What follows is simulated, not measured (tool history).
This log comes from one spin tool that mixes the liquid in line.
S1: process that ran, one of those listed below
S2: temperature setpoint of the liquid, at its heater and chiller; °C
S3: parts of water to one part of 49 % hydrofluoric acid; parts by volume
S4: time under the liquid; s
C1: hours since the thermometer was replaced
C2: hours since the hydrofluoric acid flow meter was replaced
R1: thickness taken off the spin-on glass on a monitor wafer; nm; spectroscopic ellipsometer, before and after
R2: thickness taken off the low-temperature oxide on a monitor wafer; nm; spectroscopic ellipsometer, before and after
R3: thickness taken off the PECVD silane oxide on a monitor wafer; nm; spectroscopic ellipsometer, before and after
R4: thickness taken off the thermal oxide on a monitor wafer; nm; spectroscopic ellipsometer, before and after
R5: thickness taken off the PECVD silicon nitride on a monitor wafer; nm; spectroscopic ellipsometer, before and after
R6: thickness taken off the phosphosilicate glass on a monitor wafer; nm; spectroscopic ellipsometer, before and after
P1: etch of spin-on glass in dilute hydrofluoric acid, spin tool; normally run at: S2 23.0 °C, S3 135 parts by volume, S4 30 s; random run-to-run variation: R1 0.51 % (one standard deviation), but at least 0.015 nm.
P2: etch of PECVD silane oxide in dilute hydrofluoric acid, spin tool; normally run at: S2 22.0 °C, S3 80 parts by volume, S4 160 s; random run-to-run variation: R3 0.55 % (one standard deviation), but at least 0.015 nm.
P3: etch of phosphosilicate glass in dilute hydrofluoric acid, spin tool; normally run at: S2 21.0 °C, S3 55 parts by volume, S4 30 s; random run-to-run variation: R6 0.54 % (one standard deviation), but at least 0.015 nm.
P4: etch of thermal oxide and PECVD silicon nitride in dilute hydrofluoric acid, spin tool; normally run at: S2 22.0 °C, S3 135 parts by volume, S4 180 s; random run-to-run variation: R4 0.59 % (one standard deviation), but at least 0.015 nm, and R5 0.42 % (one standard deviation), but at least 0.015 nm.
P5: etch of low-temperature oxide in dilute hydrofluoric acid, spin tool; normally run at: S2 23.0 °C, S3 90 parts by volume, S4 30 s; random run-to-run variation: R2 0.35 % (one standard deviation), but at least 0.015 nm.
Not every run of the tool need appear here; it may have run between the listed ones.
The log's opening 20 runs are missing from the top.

run,day,S1,S2,S3,S4,C1,C2,R1,R2,R3,R4,R5,R6
21,8.483,P2,22.0,20,160,1010.5,346.7,,,120.2600,,,
22,8.788,P1,23.0,135,30,1017.8,354.0,8.2813,,,,,
23,9.221,P1,23.0,135,30,1028.2,364.4,8.3122,,,,,
24,9.604,P4,18.0,135,180,1037.4,373.6,,,,4.6004,5.0029,
25,9.992,P1,23.0,135,30,1046.7,382.9,8.2614,,,,,
26,10.392,P4,22.0,85,180,1056.3,392.5,,,,9.0712,10.3670,
27,10.754,P5,17.0,90,30,1065.0,401.2,,6.2805,,,,
28,11.167,P1,23.0,205,30,1074.9,411.1,5.0261,,,,,
29,11.504,P3,21.0,30,30,1083.0,419.2,,,,,,83.200
30,12.012,P3,17.0,55,30,1095.2,431.4,,,,,,37.309
31,12.433,P3,21.0,55,50,1105.3,441.5,,,,,,73.598
32,12.879,P1,28.5,135,30,1116.0,452.2,10.1580,,,,,
33,13.329,P1,23.0,135,60,1126.8,463.0,16.5130,,,,,
34,13.608,P1,23.0,135,30,1133.5,469.7,8.3562,,,,,
35,14.129,P1,23.0,135,30,1146.0,482.2,8.0535,,,,,
36,14.438,P1,23.0,135,30,1153.4,489.6,7.9356,,,,,
37,15.012,P1,23.0,135,30,1167.2,503.4,7.8648,,,,,
38,15.342,P1,23.0,135,30,1175.1,511.3,7.8144,,,,,
39,15.721,P1,23.0,135,30,1184.2,520.4,7.7803,,,,,
40,16.208,P1,23.0,135,30,1195.9,532.1,7.8101,,,,,

Forecast run 41:
41,16.725,P1,23.0,135,30,1208.3,544.5,?,,,,,

{"run 41": {"R1": 7.691}}
